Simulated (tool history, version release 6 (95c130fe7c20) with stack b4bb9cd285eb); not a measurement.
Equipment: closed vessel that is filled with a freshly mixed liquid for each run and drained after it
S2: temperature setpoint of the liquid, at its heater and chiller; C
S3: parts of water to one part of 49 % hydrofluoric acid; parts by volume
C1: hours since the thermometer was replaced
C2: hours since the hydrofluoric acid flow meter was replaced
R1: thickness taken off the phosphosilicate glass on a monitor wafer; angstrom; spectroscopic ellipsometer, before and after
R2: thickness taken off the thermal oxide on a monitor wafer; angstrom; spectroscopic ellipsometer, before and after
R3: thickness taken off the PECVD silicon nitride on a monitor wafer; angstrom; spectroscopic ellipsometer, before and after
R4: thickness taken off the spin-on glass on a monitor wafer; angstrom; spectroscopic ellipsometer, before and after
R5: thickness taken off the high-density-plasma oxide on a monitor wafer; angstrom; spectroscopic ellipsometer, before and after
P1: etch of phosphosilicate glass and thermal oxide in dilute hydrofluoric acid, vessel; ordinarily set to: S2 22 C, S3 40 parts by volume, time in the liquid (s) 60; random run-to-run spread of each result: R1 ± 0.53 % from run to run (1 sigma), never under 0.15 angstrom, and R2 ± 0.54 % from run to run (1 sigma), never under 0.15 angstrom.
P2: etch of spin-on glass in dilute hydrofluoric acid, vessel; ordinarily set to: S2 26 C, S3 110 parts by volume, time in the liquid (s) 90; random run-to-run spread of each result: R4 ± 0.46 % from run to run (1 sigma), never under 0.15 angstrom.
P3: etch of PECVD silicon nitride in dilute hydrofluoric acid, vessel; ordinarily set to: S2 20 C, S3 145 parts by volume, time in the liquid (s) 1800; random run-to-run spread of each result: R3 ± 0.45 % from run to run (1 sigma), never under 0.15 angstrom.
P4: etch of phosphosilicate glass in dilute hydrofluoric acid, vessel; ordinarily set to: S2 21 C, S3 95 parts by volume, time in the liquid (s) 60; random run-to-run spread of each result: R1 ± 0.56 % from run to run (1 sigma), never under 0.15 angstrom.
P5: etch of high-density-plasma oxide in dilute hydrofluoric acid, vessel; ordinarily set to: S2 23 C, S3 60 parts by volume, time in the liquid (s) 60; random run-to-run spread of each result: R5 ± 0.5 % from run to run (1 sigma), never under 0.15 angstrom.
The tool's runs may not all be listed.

run 1 hour=4.3 | process_that_ran=P1 S2=22 S3=40 time_in_the_liquid_(s)=60 | C1=188 C2=876.2 | R1=2859.2 R2=74.441
run 2 hour=7.2 | process_that_ran=P4 S2=21 S3=95 time_in_the_liquid_(s)=60 | C1=190.9 C2=879.1 | R1=1115.9
run 3 hour=9.3 | process_that_ran=P1 S2=22 S3=55 time_in_the_liquid_(s)=30 | C1=193 C2=881.2 | R1=1018.7 R2=26.224
run 4 hour=12.3 | process_that_ran=P1 S2=22 S3=40 time_in_the_liquid_(s)=110 | C1=196 C2=884.2 | R1=5276.8 R2=138.23
run 5 hour=16.7 | process_that_ran=P3 S2=20 S3=145 time_in_the_liquid_(s)=1800 | C1=200.4 C2=888.6 | R3=315.66
run 6 hour=21 | process_that_ran=P4 S2=21 S3=95 time_in_the_liquid_(s)=95 | C1=204.7 C2=892.9 | R1=1761.4
run 7 hour=25.7 | process_that_ran=P2 S2=26 S3=20 time_in_the_liquid_(s)=90 | C1=209.4 C2=897.6 | R4=1960.5
run 8 hour=29.2 | process_that_ran=P1 S2=22 S3=60 time_in_the_liquid_(s)=60 | C1=212.9 C2=901.1 | R1=1853.3 R2=48.213
run 9 hour=32.2 | process_that_ran=P1 S2=17 S3=40 time_in_the_liquid_(s)=60 | C1=215.9 C2=904.1 | R1=2308 R2=59.843
run 10 hour=35.3 | process_that_ran=P5 S2=29.5 S3=60 time_in_the_liquid_(s)=60 | C1=219 C2=907.2 | R5=141.39
run 11 hour=39.7 | process_that_ran=P2 S2=26 S3=110 time_in_the_liquid_(s)=30 | C1=223.4 C2=911.6 | R4=105.22
run 12 hour=42.7 | process_that_ran=P1 S2=22 S3=40 time_in_the_liquid_(s)=60 | C1=226.4 C2=914.6 | R1=2850.7 R2=74.577
run 13 hour=47.2 | process_that_ran=P1 S2=22 S3=40 time_in_the_liquid_(s)=60 | C1=230.9 C2=919.1 | R1=2884.7 R2=74.301
run 14 hour=50.8 | process_that_ran=P3 S2=20 S3=145 time_in_the_liquid_(s)=1800 | C1=234.5 C2=922.7 | R3=315.41
run 15 hour=55 | process_that_ran=P2 S2=26 S3=110 time_in_the_liquid_(s)=90 | C1=238.7 C2=926.9 | R4=316.02
run 16 hour=59 | process_that_ran=P3 S2=26 S3=145 time_in_the_liquid_(s)=1800 | C1=242.7 C2=930.9 | R3=470.5
run 17 hour=61.3 | process_that_ran=P4 S2=21 S3=95 time_in_the_liquid_(s)=60 | C1=245 C2=933.2 | R1=1109.2
run 18 hour=65.5 | process_that_ran=P1 S2=22 S3=40 time_in_the_liquid_(s)=30 | C1=249.2 C2=937.4 | R1=1433.5 R2=36.968
run 19 hour=70.1 | process_that_ran=P1 S2=22 S3=40 time_in_the_liquid_(s)=60 | C1=253.8 C2=942 | R1=2888.5 R2=74.531
run 20 hour=73.8 | process_that_ran=P1 S2=27 S3=40 time_in_the_liquid_(s)=60 | C1=257.5 C2=945.7 | R1=3509.9 R2=91.523
run 21 hour=77.7 | process_that_ran=P1 S2=22 S3=40 time_in_the_liquid_(s)=60 | C1=261.4 C2=949.6 | R1=2878.4 R2=74.353
run 22 hour=82.4 | process_that_ran=P1 S2=22 S3=40 time_in_the_liquid_(s)=60 | C1=266.1 C2=954.3 | R1=2858.2 R2=74.6
run 23 hour=86.7 | process_that_ran=P5 S2=23 S3=105 time_in_the_liquid_(s)=60 | C1=270.4 C2=958.6 | R5=59.551
run 24 hour=89.5 | process_that_ran=P1 S2=22 S3=20 time_in_the_liquid_(s)=60 | C1=273.2 C2=961.4 | R1=5888 R2=152.53
run 25 hour=93.3 | process_that_ran=P5 S2=23 S3=60 time_in_the_liquid_(s)=60 | C1=277 C2=965.2 | R5=109.8
run 26 hour=96.9 | process_that_ran=P3 S2=20 S3=145 time_in_the_liquid_(s)=3570 | C1=280.6 C2=968.8 | R3=627.97
run 27 hour=100.2 | process_that_ran=P5 S2=23 S3=60 time_in_the_liquid_(s)=90 | C1=283.9 C2=972.1 | R5=166.1
run 28 hour=103.5 | process_that_ran=P4 S2=21 S3=20 time_in_the_liquid_(s)=60 | C1=287.2 C2=975.4 | R1=5804.2
run 29 hour=106.3 | process_that_ran=P2 S2=18.5 S3=110 time_in_the_liquid_(s)=90 | C1=290 C2=978.2 | R4=234.47
run 30 hour=109.4 | process_that_ran=P5 S2=23 S3=60 time_in_the_liquid_(s)=60 | C1=293.1 C2=981.3 | R5=110.21
run 31 hour=113.4 | process_that_ran=P3 S2=20 S3=235 time_in_the_liquid_(s)=1800 | C1=297.1 C2=985.3 | R3=197.47
run 32 hour=117.8 | process_that_ran=P4 S2=26 S3=95 time_in_the_liquid_(s)=60 | C1=301.5 C2=989.7 | R1=1345.6
run 33 hour=121.7 | process_that_ran=P1 S2=22 S3=40 time_in_the_liquid_(s)=60 | C1=305.4 C2=993.6 | R1=2859 R2=74.934
run 34 hour=125.5 | process_that_ran=P1 S2=22 S3=40 time_in_the_liquid_(s)=60 | C1=309.2 C2=997.4 | R1=2998.7 R2=77.262
run 35 hour=128.4 | process_that_ran=P1 S2=22 S3=40 time_in_the_liquid_(s)=60 | C1=312.1 C2=1000.3 | R1=3047.2 R2=78.295
run 36 hour=130.7 | process_that_ran=P1 S2=22 S3=40 time_in_the_liquid_(s)=60 | C1=314.4 C2=1002.6 | R1=3064.5 R2=79.589
run 37 hour=134.1 | process_that_ran=P1 S2=22 S3=40 time_in_the_liquid_(s)=60 | C1=317.8 C2=1006 | R1=3090.7 R2=80.291
run 38 hour=136.9 | process_that_ran=P1 S2=22 S3=40 time_in_the_liquid_(s)=60 | C1=320.6 C2=1008.8 | R1=3147.2 R2=81.34
run 39 hour=140.1 | process_that_ran=P1 S2=22 S3=40 time_in_the_liquid_(s)=60 | C1=323.8 C2=1012 | R1=3148.5 R2=81.173
run 40 hour=142.6 | process_that_ran=P1 S2=22 S3=40 time_in_the_liquid_(s)=60 | C1=326.3 C2=1014.5 | R1=3121.8 R2=81.163
run 41 hour=145.2 | process_that_ran=P1 S2=22 S3=40 time_in_the_liquid_(s)=60 | C1=328.9 C2=1017.1 | R1=3144.3 R2=81.024
run 42 hour=150 | process_that_ran=P1 S2=22 S3=40 time_in_the_liquid_(s)=60 | C1=333.7 C2=1021.9 | R1=3155.8 R2=82.146

What P1 gives has crept away from where it was. These 2 causes fit the log equally well, each at the size given:
A: liquid hotter than its thermometer reads (K) = 2.23
B: hydrofluoric acid flow above the setpoint (%) = 9.28
The gradual shift began around hour 121.7.

Which of the 4 check runs listed below separates the causes, so that each cause would produce a clearly different result? Each run uses one wafer, and its results are marked with question marks.
run check 1 hour=154.8 | process_that_ran=P5 S2=28.5 S3=60 time_in_the_liquid_(s)=60 | R5=?
run check 2 hour=154.8 | process_that_ran=P2 S2=22.5 S3=25 time_in_the_liquid_(s)=90 | R4=?
run check 3 hour=154.8 | process_that_ran=P3 S2=20 S3=215 time_in_the_liquid_(s)=1800 | R3=?
run check 4 hour=154.8 | process_that_ran=P4 S2=21 S3=20 time_in_the_liquid_(s)=85 | R1=?

What every check run would give for each of its results, assuming each possible cause in turn:
check=check_1 result=R5 if_A=149.38 if_B=150.79
check=check_2 result=R4 if_A=1484.7 if_B=1480.8
check=check_3 result=R3 if_A=248.89 if_B=234.89
check=check_4 result=R1 if_A=8993.4 if_B=8953.2
How far apart the two closest causes lie, in the result that separates them most: check 1 0.93 %; check 2 0.26 %; check 3 5.79 %; check 4 0.45 %
Check 3 is the one run that separates the causes; every other check would come out nearly the same whichever cause is at work.

Then check 3 was run and gave: R3 233.65 angstrom. Which cause is it?

The correct cause is B, namely: hydrofluoric acid flow above the setpoint (%).
